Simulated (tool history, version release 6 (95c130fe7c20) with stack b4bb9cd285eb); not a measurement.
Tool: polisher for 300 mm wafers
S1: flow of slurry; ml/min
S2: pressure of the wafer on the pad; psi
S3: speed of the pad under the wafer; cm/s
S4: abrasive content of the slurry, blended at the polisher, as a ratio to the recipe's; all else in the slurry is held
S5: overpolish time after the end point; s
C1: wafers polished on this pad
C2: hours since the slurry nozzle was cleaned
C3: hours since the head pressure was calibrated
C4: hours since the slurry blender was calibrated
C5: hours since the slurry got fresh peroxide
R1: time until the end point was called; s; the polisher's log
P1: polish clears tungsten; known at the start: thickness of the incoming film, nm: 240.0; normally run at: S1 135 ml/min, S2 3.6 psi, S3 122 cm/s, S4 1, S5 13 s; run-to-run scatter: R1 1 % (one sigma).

Run 1, hour 8.6: S1 135 ml/min, S2 3.6 psi, S3 122 cm/s, S4 1, S5 13 s; C1 976; C2 109.5; C3 345.8; C4 108.3; C5 21.9. Result: R1 46.024 s.
Run 2, hour 13.4: S1 195 ml/min, S2 3.6 psi, S3 122 cm/s, S4 1, S5 13 s; C1 1021; C2 114.3; C3 350.6; C4 113.1; C5 26.7. Result: R1 43.014 s.
Run 3, hour 18.4: S1 135 ml/min, S2 3.6 psi, S3 122 cm/s, S4 1, S5 21 s; C1 1067; C2 119.3; C3 355.6; C4 118.1; C5 31.7. Result: R1 46.182 s.
At hour 23.1: worn pad replaced by a new one.
Run 4, hour 26.4: S1 135 ml/min, S2 3.6 psi, S3 156 cm/s, S4 1, S5 13 s; C1 30; C2 127.3; C3 363.6; C4 126.1; C5 39.7. Result: R1 35.675 s.
Run 5, hour 34.4: S1 135 ml/min, S2 3.6 psi, S3 122 cm/s, S4 1, S5 13 s; C1 104; C2 135.3; C3 371.6; C4 134.1; C5 47.7. Result: R1 45.343 s.
At hour 39.3: slurry blender recalibrated.
Run 6, hour 43.6: S1 80 ml/min, S2 3.6 psi, S3 122 cm/s, S4 1, S5 13 s; C1 188; C2 144.5; C3 380.8; C4 4.3; C5 56.9. Result: R1 52.201 s.
Run 7, hour 50.3: S1 135 ml/min, S2 4.9 psi, S3 122 cm/s, S4 1, S5 13 s; C1 250; C2 151.2; C3 387.5; C4 11; C5 63.6. Result: R1 33.065 s.
At hour 55.6: slurry nozzle cleaned.
Run 8, hour 56.2: S1 135 ml/min, S2 3.6 psi, S3 88 cm/s, S4 1, S5 13 s; C1 304; C2 0.7; C3 393.4; C4 16.9; C5 69.5. Result: R1 63.781 s.
Run 9, hour 65.3: S1 135 ml/min, S2 3.6 psi, S3 122 cm/s, S4 1, S5 13 s; C1 388; C2 9.8; C3 402.5; C4 26; C5 78.6. Result: R1 45.956 s.
Run 10, hour 70.2: S1 135 ml/min, S2 3.6 psi, S3 122 cm/s, S4 0.5, S5 13 s; C1 433; C2 14.7; C3 407.4; C4 30.9; C5 83.5. Result: R1 52.807 s.
Run 11, hour 78.3: S1 185 ml/min, S2 3.6 psi, S3 122 cm/s, S4 1, S5 4 s; C1 508; C2 22.8; C3 415.5; C4 39; C5 91.6. Result: R1 42.784 s.
At hour 78.5: head pressure recalibrated.
Run 12, hour 87.5: S1 135 ml/min, S2 3.6 psi, S3 122 cm/s, S4 1, S5 4 s; C1 592; C2 32; C3 9; C4 48.2; C5 100.8. Result: R1 46.163 s.
Run 13, hour 95.6: S1 135 ml/min, S2 3.6 psi, S3 122 cm/s, S4 1.45, S5 13 s; C1 667; C2 40.1; C3 17.1; C4 56.3; C5 108.9. Result: R1 41.546 s.
Run 14, hour 102.8: S1 135 ml/min, S2 1.6 psi, S3 122 cm/s, S4 1, S5 13 s; C1 733; C2 47.3; C3 24.3; C4 63.5; C5 116.1. Result: R1 102.36 s.
Run 15, hour 111.3: S1 135 ml/min, S2 3.6 psi, S3 122 cm/s, S4 1, S5 13 s; C1 812; C2 55.8; C3 32.8; C4 72; C5 124.6. Result: R1 44.726 s.
Run 16, hour 117: S1 80 ml/min, S2 3.6 psi, S3 150 cm/s, S4 1, S5 13 s; C1 864; C2 61.5; C3 38.5; C4 77.7; C5 130.3. Result: R1 41.705 s.
Run 17, hour 123.6: S1 135 ml/min, S2 3.6 psi, S3 122 cm/s, S4 1, S5 13 s; C1 925; C2 68.1; C3 45.1; C4 84.3; C5 136.9. Result: R1 45.757 s.
Run 18, hour 128.5: S1 135 ml/min, S2 3.6 psi, S3 122 cm/s, S4 1, S5 13 s; C1 970; C2 73; C3 50; C4 89.2; C5 141.8. Result: R1 45.602 s.
Run 19, hour 134.5: S1 135 ml/min, S2 3.6 psi, S3 122 cm/s, S4 1, S5 13 s; C1 1025; C2 79; C3 56; C4 95.2; C5 147.8. Result: R1 47.09 s.
Run 20, hour 139.4: S1 135 ml/min, S2 3.6 psi, S3 122 cm/s, S4 1, S5 13 s; C1 1070; C2 83.9; C3 60.9; C4 100.1; C5 152.7. Result: R1 48.157 s.
Run 21, hour 147: S1 135 ml/min, S2 3.6 psi, S3 122 cm/s, S4 1, S5 13 s; C1 1140; C2 91.5; C3 68.5; C4 107.7; C5 160.3. Result: R1 48.479 s.
Run 22, hour 153.8: S1 135 ml/min, S2 3.6 psi, S3 122 cm/s, S4 1, S5 13 s; C1 1203; C2 98.3; C3 75.3; C4 114.5; C5 167.1. Result: R1 48.229 s.
Run 23, hour 159: S1 135 ml/min, S2 3.6 psi, S3 122 cm/s, S4 1, S5 13 s; C1 1251; C2 103.5; C3 80.5; C4 119.7; C5 172.3. Result: R1 49.014 s.
At hour 159.5: worn pad replaced by a new one.
At hour 160.2: slurry tank refilled with fresh slurry and peroxide.
At hour 162.7: head pressure recalibrated.
Run 24, hour 167: S1 135 ml/min, S2 3.6 psi, S3 122 cm/s, S4 1, S5 13 s; C1 69; C2 111.5; C3 4.4; C4 127.7; C5 6.8. Result: R1 49.194 s.
Run 25, hour 175.5: S1 135 ml/min, S2 3.6 psi, S3 122 cm/s, S4 1, S5 13 s; C1 147; C2 120; C3 12.9; C4 136.2; C5 15.3. Result: R1 49.802 s.

What P1 gives has crept away from where it was. These 2 causes fit the log equally well, each at the size given:
A: slurry flow missing at the pad, % = 31.6
B: abrasive missing from the slurry, % = 31
The creep began at about hour 128.5.
Why every other cause is out:
removal rate lost through wear of the pad, %: serviced at hour 159.5, which brought nothing back
head's pressure below its setpoint, %: serviced at hour 162.7, which brought nothing back
peroxide lost from the slurry, %: serviced at hour 160.2, which brought nothing back

4 check runs are offered, each on 3 wafers whose results are averaged, their results left as question marks. Which one tells the causes apart?
Run check 1, hour 184: S1 135 ml/min, S2 2 psi, S3 122 cm/s, S4 1, S5 18 s. Result: R1 ?.
Run check 2, hour 184: S1 80 ml/min, S2 3.6 psi, S3 122 cm/s, S4 1, S5 13 s. Result: R1 ?.
Run check 3, hour 184: S1 135 ml/min, S2 3.6 psi, S3 94 cm/s, S4 0.55, S5 13 s. Result: R1 ?.
Run check 4, hour 184: S1 135 ml/min, S2 1.6 psi, S3 154 cm/s, S4 1, S5 13 s. Result: R1 ?.

What each check would give under each cause:
  check  result    if A    if B
check 1      R1  88.991  88.988
check 2      R1  58.941  56.133
check 3      R1  73.602  73.203
check 4      R1  88.124  88.121
How far apart the two closest causes lie, in the result that separates them most: check 1 0 %; check 2 4.88 %; check 3 0.54 %; check 4 0 %
Check 2 tells the causes apart: in the others they would give nearly the same result.

Then check 2 was run and gave: R1 55.674 s. Which cause is it?

It is B: abrasive missing from the slurry, %.
